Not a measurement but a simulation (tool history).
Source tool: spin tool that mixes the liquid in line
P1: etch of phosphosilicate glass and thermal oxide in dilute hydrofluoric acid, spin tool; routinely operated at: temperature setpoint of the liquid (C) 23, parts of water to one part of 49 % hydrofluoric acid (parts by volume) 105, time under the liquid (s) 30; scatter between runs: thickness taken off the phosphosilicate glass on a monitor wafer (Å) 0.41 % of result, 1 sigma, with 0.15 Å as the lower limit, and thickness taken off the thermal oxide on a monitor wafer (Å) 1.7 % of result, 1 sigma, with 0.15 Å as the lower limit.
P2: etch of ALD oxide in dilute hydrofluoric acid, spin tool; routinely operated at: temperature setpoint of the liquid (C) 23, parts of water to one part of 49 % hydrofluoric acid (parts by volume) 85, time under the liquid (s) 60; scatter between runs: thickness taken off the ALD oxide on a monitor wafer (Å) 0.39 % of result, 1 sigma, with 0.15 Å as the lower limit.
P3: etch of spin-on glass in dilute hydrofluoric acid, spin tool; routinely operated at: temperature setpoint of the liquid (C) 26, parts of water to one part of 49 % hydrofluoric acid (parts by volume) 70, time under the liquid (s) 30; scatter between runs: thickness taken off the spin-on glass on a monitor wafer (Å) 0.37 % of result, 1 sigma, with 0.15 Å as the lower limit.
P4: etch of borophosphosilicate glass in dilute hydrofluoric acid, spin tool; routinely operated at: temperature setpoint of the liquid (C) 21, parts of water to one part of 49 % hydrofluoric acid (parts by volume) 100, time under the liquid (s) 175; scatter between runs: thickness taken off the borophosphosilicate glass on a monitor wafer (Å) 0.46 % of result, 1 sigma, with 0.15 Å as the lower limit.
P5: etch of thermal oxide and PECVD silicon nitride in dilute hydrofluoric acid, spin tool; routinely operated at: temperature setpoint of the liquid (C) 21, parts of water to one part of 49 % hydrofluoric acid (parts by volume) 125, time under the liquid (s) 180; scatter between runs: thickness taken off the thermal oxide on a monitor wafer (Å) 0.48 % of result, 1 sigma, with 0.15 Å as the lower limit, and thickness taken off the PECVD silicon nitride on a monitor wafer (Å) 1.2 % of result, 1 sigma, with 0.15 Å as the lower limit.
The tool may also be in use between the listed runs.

run	hour	process that ran	temperature setpoint of the liquid (C)	parts of water to one part of 49 % hydrofluoric acid (parts by volume)	time under the liquid (s)	hours since the thermometer was replaced	hours since the hydrofluoric acid flow meter was replaced	thickness taken off the phosphosilicate glass on a monitor wafer (Å)	thickness taken off the thermal oxide on a monitor wafer (Å)	thickness taken off the PECVD silicon nitride on a monitor wafer (Å)	thickness taken off the ALD oxide on a monitor wafer (Å)	thickness taken off the borophosphosilicate glass on a monitor wafer (Å)	thickness taken off the spin-on glass on a monitor wafer (Å)
1	9.6	P1	23	105	30	747.1	218.3	305.73	12.286				
2	20.2	P5	21	170	180	757.7	228.9		38.845	15.44			
3	30.1	P1	23	105	30	767.6	238.8	304.8	12.596				
4	38.5	P2	23	85	100	776	247.2				223.69		
5	46	P1	23	105	30	783.5	254.7	304.18	12.186				
6	61.3	P1	30	105	30	798.8	270	401.27	16.305				
7	73.9	P2	17	85	60	811.4	282.6				105.1		
8	81.2	P4	25.5	100	175	818.7	289.9					605.78	
9	96.6	P1	17	30	30	834.1	305.3	907.47	38.406				
10	108.4	P1	23	105	30	845.9	317.1	304.37	12.342				
11	118.5	P4	21	100	315	856	327.2					898.6	
12	127.6	P5	21	125	180	865.1	336.3		56.659	20.315			
13	138.3	P2	23	85	60	875.8	347				135.25		
14	148.5	P5	21	125	180	886	357.2		56.673	21.037			
15	161.5	P1	23	105	30	899	370.2	303.55	12.542				
16	170.4	P3	26	70	30	907.9	379.1						167.53
17	179	P5	21	125	55	916.5	387.7		17.512	6.516			
18	187.3	P1	18.5	140	30	924.8	396	182.9	7.7715				
19	202.7	P3	26	35	30	940.2	411.4						353.31
20	213.2	P4	21	100	175	950.7	421.9					504.48	
21	229.4	P3	18	70	30	966.9	438.1						120.22
22	237.1	P2	23	30	60	974.6	445.8				411.86		
# hour 244.5: hydrofluoric acid flow meter replaced
23	246.6	P3	26	70	60	984.1	2.1						335.58
24	258.5	P5	26	125	180	996	14		68.466	28.579			
25	270.9	P1	17	105	30	1008.4	26.4	240.52	9.873				
26	283.4	P1	23	105	50	1020.9	38.9	508.3	21.258				
27	292.8	P4	21	40	175	1030.3	48.3					1345.8	
28	304.6	P1	23	45	30	1042.1	60.1	766.83	32.183				
29	312	P1	23	105	15	1049.5	67.5	153.59	5.9396				
30	327.4	P1	23	150	30	1064.9	82.9	203.48	8.4186				
31	336.7	P1	23	105	30	1074.2	92.2	304.41	12.679				
32	344.3	P1	23	105	30	1081.8	99.8	312.92	12.729				
33	356.7	P1	23	105	30	1094.2	112.2	317.91	13.204				
34	368.2	P1	23	105	30	1105.7	123.7	319.44	13.348				
35	382.5	P1	23	105	30	1120	138	319.11	13.307				
36	394.7	P1	23	105	30	1132.2	150.2	323.43	12.972				
37	409.7	P1	23	105	30	1147.2	165.2	323.16	13.416				

The output of P1 has drifted from where it used to be. Each of the 2 causes below, taken at the size shown beside it, accounts for the log equally well:
A: hydrofluoric acid flow above the setpoint (%) = 5.05
B: liquid hotter than its thermometer reads (K) = 1.4
Onset of the creep was near hour 336.7.

4 check runs are offered, each on 5 wafers whose results are averaged, their results left as question marks. Which one tells the causes apart?
check 1	424.7	P3	26	70	30								?
check 2	424.7	P5	21	125	180				?	?			
check 3	424.7	P4	21	100	175							?	
check 4	424.7	P2	23	85	60						?		

What every check run would give for each of its results, assuming each possible cause in turn:
check	result	if A	if B
check 1	thickness taken off the spin-on glass on a monitor wafer (Å)	177.04	177.31
check 2	thickness taken off the thermal oxide on a monitor wafer (Å)	59.439	59.425
check 2	thickness taken off the PECVD silicon nitride on a monitor wafer (Å)	21.857	22.86
check 3	thickness taken off the borophosphosilicate glass on a monitor wafer (Å)	532.06	533.02
check 4	thickness taken off the ALD oxide on a monitor wafer (Å)	142.67	142.94
Separation of the two closest causes in each check, using whichever result separates them best: check 1 0.15 %; check 2 4.48 %; check 3 0.18 %; check 4 0.19 %
The other checks would show nearly matching results whichever cause is true, so check 2 is the only one that separates the causes.

With check 2 done, the readings were: thickness taken off the thermal oxide on a monitor wafer (Å) 59.449; thickness taken off the PECVD silicon nitride on a monitor wafer (Å) 21.893. Identify which of the listed causes applies.

It was cause A: hydrofluoric acid flow above the setpoint (%).

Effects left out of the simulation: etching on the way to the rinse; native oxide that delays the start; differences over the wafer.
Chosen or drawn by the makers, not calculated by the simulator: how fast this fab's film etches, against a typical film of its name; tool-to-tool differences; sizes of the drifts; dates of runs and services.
